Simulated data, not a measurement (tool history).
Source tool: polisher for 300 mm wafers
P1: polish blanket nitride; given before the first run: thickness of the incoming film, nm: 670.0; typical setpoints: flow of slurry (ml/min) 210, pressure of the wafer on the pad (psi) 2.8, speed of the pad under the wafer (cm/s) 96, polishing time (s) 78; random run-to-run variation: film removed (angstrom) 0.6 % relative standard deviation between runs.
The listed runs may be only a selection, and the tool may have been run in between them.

| run | day | flow of slurry (ml/min) | pressure of the wafer on the pad (psi) | speed of the pad under the wafer (cm/s) | polishing time (s) | film removed (angstrom) |
|---|---|---|---|---|---|---|
| 1 | 0.138 | 210 | 2.8 | 96 | 78 | 1040.60 |
| 2 | 0.362 | 210 | 2.8 | 48 | 78 | 601.61 |
| 3 | 0.546 | 210 | 1.3 | 96 | 78 | 483.41 |
| 4 | 0.842 | 210 | 3.7 | 96 | 39 | 686.44 |
| 5 | 1.083 | 210 | 2.8 | 96 | 78 | 1043.30 |
| 6 | 1.279 | 280 | 2.8 | 96 | 78 | 1074.60 |
| 7 | 1.425 | 210 | 2.8 | 96 | 78 | 1038.30 |
| 8 | 1.638 | 210 | 1.6 | 96 | 45 | 344.94 |
| 9 | 1.821 | 210 | 2.8 | 96 | 58 | 781.06 |
| 10 | 2.029 | 210 | 3.6 | 96 | 78 | 1338.70 |
| 11 | 2.212 | 125 | 2.8 | 96 | 78 | 966.53 |
| 12 | 2.438 | 210 | 2.8 | 96 | 78 | 1036.30 |

Run 13 is up next; what results do you expect?
| 13 | 2.650 | 210 | 2.8 | 146 | 78 | ? |

film removed (angstrom): 1443.50

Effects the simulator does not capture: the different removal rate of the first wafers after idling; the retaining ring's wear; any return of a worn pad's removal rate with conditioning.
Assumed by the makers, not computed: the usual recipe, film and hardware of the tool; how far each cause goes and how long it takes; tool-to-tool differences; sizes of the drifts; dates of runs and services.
